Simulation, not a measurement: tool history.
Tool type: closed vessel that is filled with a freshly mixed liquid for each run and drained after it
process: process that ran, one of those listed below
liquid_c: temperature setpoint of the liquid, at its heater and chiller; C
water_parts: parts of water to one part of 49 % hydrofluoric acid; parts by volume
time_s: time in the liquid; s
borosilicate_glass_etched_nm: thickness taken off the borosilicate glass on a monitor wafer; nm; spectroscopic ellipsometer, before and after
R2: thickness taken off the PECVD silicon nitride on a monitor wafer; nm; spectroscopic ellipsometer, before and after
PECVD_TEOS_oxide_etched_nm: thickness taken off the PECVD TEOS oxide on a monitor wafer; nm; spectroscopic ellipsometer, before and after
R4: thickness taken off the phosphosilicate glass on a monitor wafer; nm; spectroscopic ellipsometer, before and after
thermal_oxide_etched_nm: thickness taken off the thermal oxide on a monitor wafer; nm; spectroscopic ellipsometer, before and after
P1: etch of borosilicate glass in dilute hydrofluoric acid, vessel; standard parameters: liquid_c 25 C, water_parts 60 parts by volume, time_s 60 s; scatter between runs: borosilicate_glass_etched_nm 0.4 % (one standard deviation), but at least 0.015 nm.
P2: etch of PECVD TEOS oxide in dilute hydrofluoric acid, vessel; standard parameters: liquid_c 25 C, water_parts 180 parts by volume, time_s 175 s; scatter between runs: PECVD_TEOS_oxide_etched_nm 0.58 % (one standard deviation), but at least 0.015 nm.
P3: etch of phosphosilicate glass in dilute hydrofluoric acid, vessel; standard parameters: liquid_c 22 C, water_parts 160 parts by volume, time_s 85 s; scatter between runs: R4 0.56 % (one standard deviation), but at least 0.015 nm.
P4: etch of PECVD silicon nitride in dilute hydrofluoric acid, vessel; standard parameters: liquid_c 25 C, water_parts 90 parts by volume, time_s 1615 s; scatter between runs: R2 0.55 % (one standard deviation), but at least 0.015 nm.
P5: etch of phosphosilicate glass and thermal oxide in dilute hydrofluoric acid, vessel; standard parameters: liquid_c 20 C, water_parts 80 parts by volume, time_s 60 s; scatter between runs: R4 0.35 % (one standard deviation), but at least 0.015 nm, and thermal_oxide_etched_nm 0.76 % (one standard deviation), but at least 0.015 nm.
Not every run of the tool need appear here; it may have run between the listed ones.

{"run": 1, "hour": 9.9, "process": "P1", "liquid_c": 25, "water_parts": 60, "time_s": 60, "borosilicate_glass_etched_nm": 33.228}
{"run": 2, "hour": 24.4, "process": "P1", "liquid_c": 25, "water_parts": 20, "time_s": 35, "borosilicate_glass_etched_nm": 61.705}
{"run": 3, "hour": 32.9, "process": "P4", "liquid_c": 20, "water_parts": 90, "time_s": 1615, "R2": 36.659}
{"run": 4, "hour": 47.3, "process": "P2", "liquid_c": 21, "water_parts": 180, "time_s": 175, "PECVD_TEOS_oxide_etched_nm": 6.8946}
{"run": 5, "hour": 56.9, "process": "P3", "liquid_c": 17, "water_parts": 160, "time_s": 85, "R4": 49.383}
{"run": 6, "hour": 72.4, "process": "P5", "liquid_c": 20, "water_parts": 40, "time_s": 60, "R4": 80.593, "thermal_oxide_etched_nm": 6.2788}
{"run": 7, "hour": 88.3, "process": "P5", "liquid_c": 20, "water_parts": 80, "time_s": 60, "R4": 38.573, "thermal_oxide_etched_nm": 2.9939}
{"run": 8, "hour": 100.4, "process": "P5", "liquid_c": 20, "water_parts": 80, "time_s": 30, "R4": 19.282, "thermal_oxide_etched_nm": 1.5123}
{"run": 9, "hour": 110.6, "process": "P1", "liquid_c": 31.5, "water_parts": 60, "time_s": 60, "borosilicate_glass_etched_nm": 42.742}
{"run": 10, "hour": 125.7, "process": "P2", "liquid_c": 25, "water_parts": 180, "time_s": 175, "PECVD_TEOS_oxide_etched_nm": 8.0504}
{"run": 11, "hour": 138.1, "process": "P1", "liquid_c": 25, "water_parts": 60, "time_s": 60, "borosilicate_glass_etched_nm": 33.377}
{"run": 12, "hour": 151.8, "process": "P2", "liquid_c": 25, "water_parts": 250, "time_s": 175, "PECVD_TEOS_oxide_etched_nm": 5.4029}
{"run": 13, "hour": 165.2, "process": "P5", "liquid_c": 25.5, "water_parts": 80, "time_s": 60, "R4": 48.122, "thermal_oxide_etched_nm": 3.7998}
{"run": 14, "hour": 179.9, "process": "P4", "liquid_c": 25, "water_parts": 90, "time_s": 30, "R2": 0.95925}
{"run": 15, "hour": 193.0, "process": "P1", "liquid_c": 20, "water_parts": 60, "time_s": 60, "borosilicate_glass_etched_nm": 26.943}
{"run": 16, "hour": 208.2, "process": "P1", "liquid_c": 25, "water_parts": 60, "time_s": 60, "borosilicate_glass_etched_nm": 33.318}
{"run": 17, "hour": 216.0, "process": "P1", "liquid_c": 25, "water_parts": 60, "time_s": 60, "borosilicate_glass_etched_nm": 33.308}
{"run": 18, "hour": 230.9, "process": "P1", "liquid_c": 25, "water_parts": 60, "time_s": 60, "borosilicate_glass_etched_nm": 33.245}
{"run": 19, "hour": 246.7, "process": "P3", "liquid_c": 22, "water_parts": 160, "time_s": 130, "R4": 92.219}
{"run": 20, "hour": 262.0, "process": "P1", "liquid_c": 25, "water_parts": 60, "time_s": 60, "borosilicate_glass_etched_nm": 33.229}
{"run": 21, "hour": 273.6, "process": "P1", "liquid_c": 29.5, "water_parts": 30, "time_s": 60, "borosilicate_glass_etched_nm": 83.12}
{"run": 22, "hour": 288.9, "process": "P3", "liquid_c": 22, "water_parts": 160, "time_s": 85, "R4": 60.277}
{"run": 23, "hour": 303.1, "process": "P3", "liquid_c": 22, "water_parts": 160, "time_s": 85, "R4": 60.386}
{"run": 24, "hour": 313.0, "process": "P2", "liquid_c": 25, "water_parts": 180, "time_s": 270, "PECVD_TEOS_oxide_etched_nm": 12.523}
{"run": 25, "hour": 321.9, "process": "P1", "liquid_c": 25, "water_parts": 110, "time_s": 60, "borosilicate_glass_etched_nm": 17.065}
{"run": 26, "hour": 331.6, "process": "P4", "liquid_c": 25, "water_parts": 90, "time_s": 1615, "R2": 51.55}
{"run": 27, "hour": 341.4, "process": "P1", "liquid_c": 25, "water_parts": 35, "time_s": 60, "borosilicate_glass_etched_nm": 58.956}
{"run": 28, "hour": 352.2, "process": "P1", "liquid_c": 25, "water_parts": 60, "time_s": 115, "borosilicate_glass_etched_nm": 63.515}
{"run": 29, "hour": 366.0, "process": "P1", "liquid_c": 25, "water_parts": 60, "time_s": 30, "borosilicate_glass_etched_nm": 16.607}
{"run": 30, "hour": 380.0, "process": "P4", "liquid_c": 25, "water_parts": 25, "time_s": 1615, "R2": 179.76}
{"run": 31, "hour": 392.4, "process": "P3", "liquid_c": 22, "water_parts": 45, "time_s": 85, "R4": 245.57}
{"run": 32, "hour": 407.2, "process": "P1", "liquid_c": 25, "water_parts": 60, "time_s": 60, "borosilicate_glass_etched_nm": 33.302}
{"run": 33, "hour": 417.6, "process": "P1", "liquid_c": 25, "water_parts": 60, "time_s": 60, "borosilicate_glass_etched_nm": 34.221}
{"run": 34, "hour": 428.5, "process": "P1", "liquid_c": 25, "water_parts": 60, "time_s": 60, "borosilicate_glass_etched_nm": 34.483}
{"run": 35, "hour": 439.3, "process": "P1", "liquid_c": 25, "water_parts": 60, "time_s": 60, "borosilicate_glass_etched_nm": 34.796}
{"run": 36, "hour": 452.8, "process": "P1", "liquid_c": 25, "water_parts": 60, "time_s": 60, "borosilicate_glass_etched_nm": 35.319}
{"run": 37, "hour": 462.1, "process": "P1", "liquid_c": 25, "water_parts": 60, "time_s": 60, "borosilicate_glass_etched_nm": 35.295}
{"run": 38, "hour": 472.0, "process": "P1", "liquid_c": 25, "water_parts": 60, "time_s": 60, "borosilicate_glass_etched_nm": 35.255}
{"run": 39, "hour": 485.2, "process": "P1", "liquid_c": 25, "water_parts": 60, "time_s": 60, "borosilicate_glass_etched_nm": 35.325}
{"run": 40, "hour": 494.3, "process": "P1", "liquid_c": 25, "water_parts": 60, "time_s": 60, "borosilicate_glass_etched_nm": 35.521}
{"run": 41, "hour": 502.9, "process": "P1", "liquid_c": 25, "water_parts": 60, "time_s": 60, "borosilicate_glass_etched_nm": 35.406}

P1 no longer gives what it gave before; its output has crept away from where it was. The following 2 causes, each at its listed size, fit the log equally well:
A: liquid hotter than its thermometer reads (K) = 1.61
B: hydrofluoric acid flow above the setpoint (%) = 6.19
The onset of the drift is placed at about hour 407.2.

Question marks stand in for the results of the 4 check runs listed below, each run on one wafer. Under which run would the listed causes show clearly different results?
{"run": "check 1", "hour": 511.5, "process": "P2", "liquid_c": 25, "water_parts": 180, "time_s": 175, "PECVD_TEOS_oxide_etched_nm": "?"}
{"run": "check 2", "hour": 511.5, "process": "P4", "liquid_c": 25, "water_parts": 90, "time_s": 1615, "R2": "?"}
{"run": "check 3", "hour": 511.5, "process": "P3", "liquid_c": 22, "water_parts": 160, "time_s": 85, "R4": "?"}
{"run": "check 4", "hour": 511.5, "process": "P5", "liquid_c": 20, "water_parts": 80, "time_s": 60, "R4": "?", "thermal_oxide_etched_nm": "?"}

Predicted outcomes, by check and by cause:
check=check_1 result=PECVD_TEOS_oxide_etched_nm if_A=8.6114 if_B=8.7222
check=check_2 result=R2 if_A=56.933 if_B=54.394
check=check_3 result=R4 if_A=64.113 if_B=64.648
check=check_4 result=R4 if_A=41.097 if_B=41.05
check=check_4 result=thermal_oxide_etched_nm if_A=3.2267 if_B=3.223
Minimum pairwise separation of causes per check, each pair taken at its best-separating result: check 1 1.28 %; check 2 4.56 %; check 3 0.83 %; check 4 0.11 %
Check 2 distinguishes between the causes, while the remaining checks would return nearly the same result for all of them.

After running check 2, the following was obtained: R2 54.718 nm. Which cause does this point to?

B is the cause: hydrofluoric acid flow above the setpoint (%).
